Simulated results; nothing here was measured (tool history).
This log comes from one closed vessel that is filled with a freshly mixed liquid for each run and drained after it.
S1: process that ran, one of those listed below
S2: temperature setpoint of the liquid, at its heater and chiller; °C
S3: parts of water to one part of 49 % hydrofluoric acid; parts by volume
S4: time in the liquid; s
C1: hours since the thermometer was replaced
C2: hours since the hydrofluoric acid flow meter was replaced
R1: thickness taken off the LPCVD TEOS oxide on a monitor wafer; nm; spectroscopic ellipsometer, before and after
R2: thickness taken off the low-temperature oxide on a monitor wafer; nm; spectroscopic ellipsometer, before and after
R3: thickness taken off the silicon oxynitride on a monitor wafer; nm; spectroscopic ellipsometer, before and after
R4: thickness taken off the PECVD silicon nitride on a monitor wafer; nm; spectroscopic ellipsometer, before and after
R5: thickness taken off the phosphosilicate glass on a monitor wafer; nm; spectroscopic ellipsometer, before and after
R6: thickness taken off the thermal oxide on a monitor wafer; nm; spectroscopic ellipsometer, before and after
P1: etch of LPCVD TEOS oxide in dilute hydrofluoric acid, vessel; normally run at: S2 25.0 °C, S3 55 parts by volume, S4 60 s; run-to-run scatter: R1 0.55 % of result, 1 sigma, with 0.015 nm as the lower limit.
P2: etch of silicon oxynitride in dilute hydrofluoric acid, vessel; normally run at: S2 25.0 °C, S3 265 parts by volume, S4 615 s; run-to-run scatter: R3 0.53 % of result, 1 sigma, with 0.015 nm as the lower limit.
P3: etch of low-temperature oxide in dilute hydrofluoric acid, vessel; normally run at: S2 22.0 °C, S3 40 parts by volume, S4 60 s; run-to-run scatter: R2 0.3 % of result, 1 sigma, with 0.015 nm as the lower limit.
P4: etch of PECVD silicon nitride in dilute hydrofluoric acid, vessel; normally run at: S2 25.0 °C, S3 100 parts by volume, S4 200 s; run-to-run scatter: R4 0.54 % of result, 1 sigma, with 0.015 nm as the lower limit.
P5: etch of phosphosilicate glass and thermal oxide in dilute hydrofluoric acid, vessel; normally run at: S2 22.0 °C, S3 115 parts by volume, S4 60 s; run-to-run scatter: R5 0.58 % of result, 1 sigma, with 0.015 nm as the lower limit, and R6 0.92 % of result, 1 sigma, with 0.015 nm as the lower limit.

run   hour  S1    S2   S3    S4     C1     C2       R1      R2      R3      R4      R5      R6
  1    3.2  P1  25.0   55    60  885.2  452.6   54.031
  2    7.3  P3  22.0   40    60  889.3  456.7           25.697
  3   10.3  P3  22.0   55    60  892.3  459.7           18.351
  4   14.6  P1  30.0   55    90  896.6  464.0   98.411
  5   18.5  P2  25.0  265  1175  900.5  467.9                   8.4361
  6   22.5  P1  25.0   55   110  904.5  471.9   98.947
  7   25.7  P4  25.0  185   200  907.7  475.1                           3.2327
  8   28.1  P4  33.0  100   200  910.1  477.5                           9.9587
  9   32.2  P1  25.0   55    60  914.2  481.6   54.360
 10   34.6  P1  25.0   55    60  916.6  484.0   54.095
 11   39.3  P1  30.0   55    60  921.3  488.7   64.964
 12   42.2  P2  25.0  130   615  924.2  491.6                   9.9518
 13   44.9  P5  22.0  115    60  926.9  494.3                                   57.316  2.3185
 14   47.2  P2  30.5  265   615  929.2  496.6                   5.5240
 15   50.4  P5  28.0  115    60  932.4  499.8                                   73.060  2.8624
 16   53.7  P1  25.0   30    60  935.7  503.1  102.060
 17   57.9  P1  25.0   55    60  939.9  507.3   53.507
 18   60.8  P3  22.0   40    85  942.8  510.2           36.347
 19   65.6  P5  22.0  195    60  947.6  515.0                                   31.135  1.2498
 20   69.2  P3  17.0   40    60  951.2  518.6           20.794
      71.6  -- thermometer replaced
 21   73.8  P1  25.0  105    60    2.2  523.2   26.315
 22   76.2  P2  25.0  265   615    4.6  525.6                   4.3758
 23   79.1  P5  22.0  115    60    7.5  528.5                                   57.384  2.2996
 24   81.7  P1  17.5   55    60   10.1  531.1   39.477
 25   84.8  P4  25.0  100   200   13.2  534.2                           5.9007
 26   87.6  P1  25.0   55    30   16.0  537.0   26.828
      87.9  -- hydrofluoric acid flow meter replaced
 27   91.8  P5  22.0  115    30   20.2    4.0                                   28.876  1.1505
 28   96.7  P3  22.0   40    60   25.1    8.9           25.734
 29  100.8  P1  31.5   55    30   29.2   13.0   34.682
 30  104.6  P4  25.0  100   325   33.0   16.8                           9.6998
 31  106.9  P4  25.0  100   200   35.3   19.1                           5.8764
 32  110.3  P1  25.0   55    60   38.7   22.5   54.032
 33  113.2  P1  25.0   55    60   41.6   25.4   53.783
 34  117.4  P1  25.0   55    60   45.8   29.6   53.931
 35  122.3  P1  25.0   55    60   50.7   34.5   51.064
 36  126.5  P1  25.0   55    60   54.9   38.7   50.029
 37  130.6  P1  25.0   55    60   59.0   42.8   50.006
 38  135.2  P1  25.0   55    60   63.6   47.4   49.560
 39  138.1  P1  25.0   55    60   66.5   50.3   49.680
 40  141.6  P1  25.0   55    60   70.0   53.8   49.661

What P1 gives has crept away from where it was. These 2 causes fit the log equally well, each at the size given:
A: hydrofluoric acid flow below the setpoint (%) = 7.06
B: liquid colder than its thermometer reads (K) = 1.93
The onset of the drift is placed at about hour 117.4.

The check runs listed below each take one wafer, and their results are still question marks. Under which run would the listed causes lead to clearly different results?
check 1  145.1  P2  25.0  265  615                   ?
check 2  145.1  P5  22.0  115   60                           ?   ?
check 3  145.1  P3  22.0   40   60               ?
check 4  145.1  P4  25.0  100  200                       ?

If the cause were each of the candidates in turn, the checks would give the following:
  check  result    if A    if B
check 1      R3  4.0352  4.0535
check 2      R5  53.283  53.573
check 2      R6  2.1274  2.1390
check 3      R2  23.808  23.695
check 4      R4  5.5184  5.2252
How far apart the two closest causes lie, in the result that separates them most: check 1 0.45 %; check 2 0.54 %; check 3 0.48 %; check 4 5.46 %
The other checks would show nearly matching results whichever cause is true, so check 4 is the only one that separates the causes.

Check 4 was carried out, with these results: R4 5.1554 nm. Which of the listed causes is responsible?

Of the candidate causes, it is B: liquid colder than its thermometer reads (K).
